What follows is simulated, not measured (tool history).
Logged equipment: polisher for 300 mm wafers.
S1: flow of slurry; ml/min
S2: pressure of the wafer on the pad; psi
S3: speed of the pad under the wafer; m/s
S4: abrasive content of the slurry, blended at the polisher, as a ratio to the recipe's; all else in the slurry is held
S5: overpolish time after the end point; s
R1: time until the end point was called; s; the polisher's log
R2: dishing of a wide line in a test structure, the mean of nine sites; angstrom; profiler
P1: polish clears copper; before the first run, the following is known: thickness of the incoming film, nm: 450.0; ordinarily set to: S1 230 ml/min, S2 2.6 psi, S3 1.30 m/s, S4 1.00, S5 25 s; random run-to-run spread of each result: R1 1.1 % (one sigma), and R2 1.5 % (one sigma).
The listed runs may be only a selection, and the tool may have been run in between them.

Run 1, hour 4.6: S1 230 ml/min, S2 2.6 psi, S3 1.30 m/s, S4 1.00, S5 25 s. Result: R1 133.740 s, R2 509.09 angstrom.
Run 2, hour 8.9: S1 230 ml/min, S2 1.5 psi, S3 1.30 m/s, S4 1.00, S5 25 s. Result: R1 229.590 s, R2 318.35 angstrom.
Run 3, hour 11.4: S1 230 ml/min, S2 2.6 psi, S3 1.30 m/s, S4 1.00, S5 25 s. Result: R1 129.540 s, R2 511.48 angstrom.
Run 4, hour 14.3: S1 230 ml/min, S2 2.6 psi, S3 1.30 m/s, S4 1.30, S5 8 s. Result: R1 123.930 s, R2 202.30 angstrom.
At hour 15.7: worn pad replaced by a new one.
Run 5, hour 18.5: S1 230 ml/min, S2 1.9 psi, S3 1.30 m/s, S4 1.30, S5 25 s. Result: R1 168.030 s, R2 409.13 angstrom.
Run 6, hour 22.1: S1 230 ml/min, S2 2.6 psi, S3 1.74 m/s, S4 1.00, S5 25 s. Result: R1 98.781 s, R2 632.26 angstrom.
Run 7, hour 25.9: S1 230 ml/min, S2 2.6 psi, S3 1.30 m/s, S4 0.60, S5 25 s. Result: R1 143.140 s, R2 482.58 angstrom.
Run 8, hour 29.9: S1 230 ml/min, S2 2.6 psi, S3 0.76 m/s, S4 1.00, S5 25 s. Result: R1 227.720 s, R2 334.96 angstrom.
Run 9, hour 34.7: S1 230 ml/min, S2 2.6 psi, S3 1.30 m/s, S4 1.00, S5 8 s. Result: R1 132.110 s, R2 197.64 angstrom.
Run 10, hour 37.6: S1 230 ml/min, S2 2.6 psi, S3 1.30 m/s, S4 1.00, S5 25 s. Result: R1 131.120 s, R2 502.25 angstrom.
Run 11, hour 40.8: S1 230 ml/min, S2 3.9 psi, S3 1.30 m/s, S4 1.00, S5 25 s. Result: R1 86.654 s, R2 694.35 angstrom.
Run 12, hour 45.8: S1 230 ml/min, S2 2.6 psi, S3 1.30 m/s, S4 1.00, S5 25 s. Result: R1 132.490 s, R2 502.36 angstrom.
Run 13, hour 50.0: S1 230 ml/min, S2 2.6 psi, S3 1.30 m/s, S4 1.00, S5 25 s. Result: R1 132.670 s, R2 498.57 angstrom.
Run 14, hour 53.0: S1 230 ml/min, S2 1.5 psi, S3 1.30 m/s, S4 0.65, S5 25 s. Result: R1 248.770 s, R2 297.36 angstrom.
Run 15, hour 55.1: S1 360 ml/min, S2 2.6 psi, S3 1.30 m/s, S4 1.00, S5 25 s. Result: R1 128.150 s, R2 518.32 angstrom.
Run 16, hour 58.0: S1 230 ml/min, S2 2.6 psi, S3 1.30 m/s, S4 1.25, S5 25 s. Result: R1 123.710 s, R2 518.44 angstrom.
Run 17, hour 62.5: S1 230 ml/min, S2 2.6 psi, S3 1.30 m/s, S4 1.00, S5 25 s. Result: R1 130.390 s, R2 505.31 angstrom.
Run 18, hour 64.7: S1 140 ml/min, S2 2.6 psi, S3 1.30 m/s, S4 1.00, S5 25 s. Result: R1 142.780 s, R2 479.38 angstrom.
Run 19, hour 69.2: S1 230 ml/min, S2 2.6 psi, S3 1.30 m/s, S4 1.00, S5 41 s. Result: R1 131.490 s, R2 704.37 angstrom.
Run 20, hour 73.7: S1 230 ml/min, S2 2.6 psi, S3 1.30 m/s, S4 1.00, S5 25 s. Result: R1 130.660 s, R2 517.23 angstrom.
Run 21, hour 78.6: S1 230 ml/min, S2 2.6 psi, S3 1.30 m/s, S4 1.00, S5 25 s. Result: R1 135.900 s, R2 501.35 angstrom.
Run 22, hour 82.4: S1 230 ml/min, S2 2.6 psi, S3 1.30 m/s, S4 1.00, S5 25 s. Result: R1 137.030 s, R2 489.79 angstrom.
Run 23, hour 87.2: S1 230 ml/min, S2 2.6 psi, S3 1.30 m/s, S4 1.00, S5 25 s. Result: R1 139.730 s, R2 495.66 angstrom.
At hour 88.9: worn pad replaced by a new one.
At hour 90.8: head pressure recalibrated.
Run 24, hour 91.1: S1 230 ml/min, S2 2.6 psi, S3 1.30 m/s, S4 1.00, S5 25 s. Result: R1 140.210 s, R2 494.37 angstrom.
Run 25, hour 95.6: S1 230 ml/min, S2 2.6 psi, S3 1.30 m/s, S4 1.00, S5 25 s. Result: R1 139.970 s, R2 494.65 angstrom.
Run 26, hour 98.6: S1 230 ml/min, S2 2.6 psi, S3 1.30 m/s, S4 1.00, S5 25 s. Result: R1 139.970 s, R2 482.74 angstrom.
Run 27, hour 102.8: S1 230 ml/min, S2 2.6 psi, S3 1.30 m/s, S4 1.00, S5 25 s. Result: R1 139.980 s, R2 484.92 angstrom.
Run 28, hour 105.5: S1 230 ml/min, S2 2.6 psi, S3 1.30 m/s, S4 1.00, S5 25 s. Result: R1 141.250 s, R2 483.96 angstrom.
Run 29, hour 109.9: S1 230 ml/min, S2 2.6 psi, S3 1.30 m/s, S4 1.00, S5 25 s. Result: R1 137.960 s, R2 470.41 angstrom.
Run 30, hour 112.3: S1 230 ml/min, S2 2.6 psi, S3 1.30 m/s, S4 1.00, S5 25 s. Result: R1 142.040 s, R2 491.88 angstrom.
Run 31, hour 115.7: S1 230 ml/min, S2 2.6 psi, S3 1.30 m/s, S4 1.00, S5 25 s. Result: R1 142.010 s, R2 476.17 angstrom.

P1 no longer gives what it gave before; its output has crept away from where it was. The following 2 causes, each at its listed size, fit the log equally well:
A: slurry flow missing at the pad, % = 38.2
B: abrasive missing from the slurry, % = 28.6
The process output started creeping at around hour 73.7.
Every other cause this tool's parts could produce, and why it does not fit the log:
removal rate lost through wear of the pad, %: serviced at hour 88.9, which brought nothing back
head's pressure below its setpoint, %: serviced at hour 90.8, which brought nothing back

Below are 4 check runs, each averaged over 5 wafers, with their results shown as question marks. Which of them would give clearly different results depending on which cause is behind the drift?
Run check 1, hour 119.1: S1 230 ml/min, S2 3.6 psi, S3 1.30 m/s, S4 1.00, S5 25 s. Result: R1 ?, R2 ?.
Run check 2, hour 119.1: S1 230 ml/min, S2 3.7 psi, S3 1.30 m/s, S4 1.00, S5 25 s. Result: R1 ?, R2 ?.
Run check 3, hour 119.1: S1 140 ml/min, S2 2.6 psi, S3 1.30 m/s, S4 1.00, S5 25 s. Result: R1 ?, R2 ?.
Run check 4, hour 119.1: S1 230 ml/min, S2 2.6 psi, S3 1.02 m/s, S4 1.00, S5 25 s. Result: R1 ?, R2 ?.

Outcome of each check run for each possible cause:
  check  result     if A     if B
check 1      R1  102.040  102.040
check 1      R2   623.03   623.07
check 2      R1   99.285   99.278
check 2      R2   635.72   635.76
check 3      R1  158.390  152.070
check 3      R2   444.72   458.67
check 4      R1  180.080  180.060
check 4      R2   402.51   402.54
Smallest distance between any two causes, each pair judged by its most separating result, in per cent: check 1 0.01 %; check 2 0.01 %; check 3 4.07 %; check 4 0.01 %
Check 3 is the one run that separates the causes; every other check would come out nearly the same whichever cause is at work.

The results of check 3 are: R1 157.490 s; R2 445.25 angstrom. Based on these, which of the listed causes is it?

It is A: slurry flow missing at the pad, %.
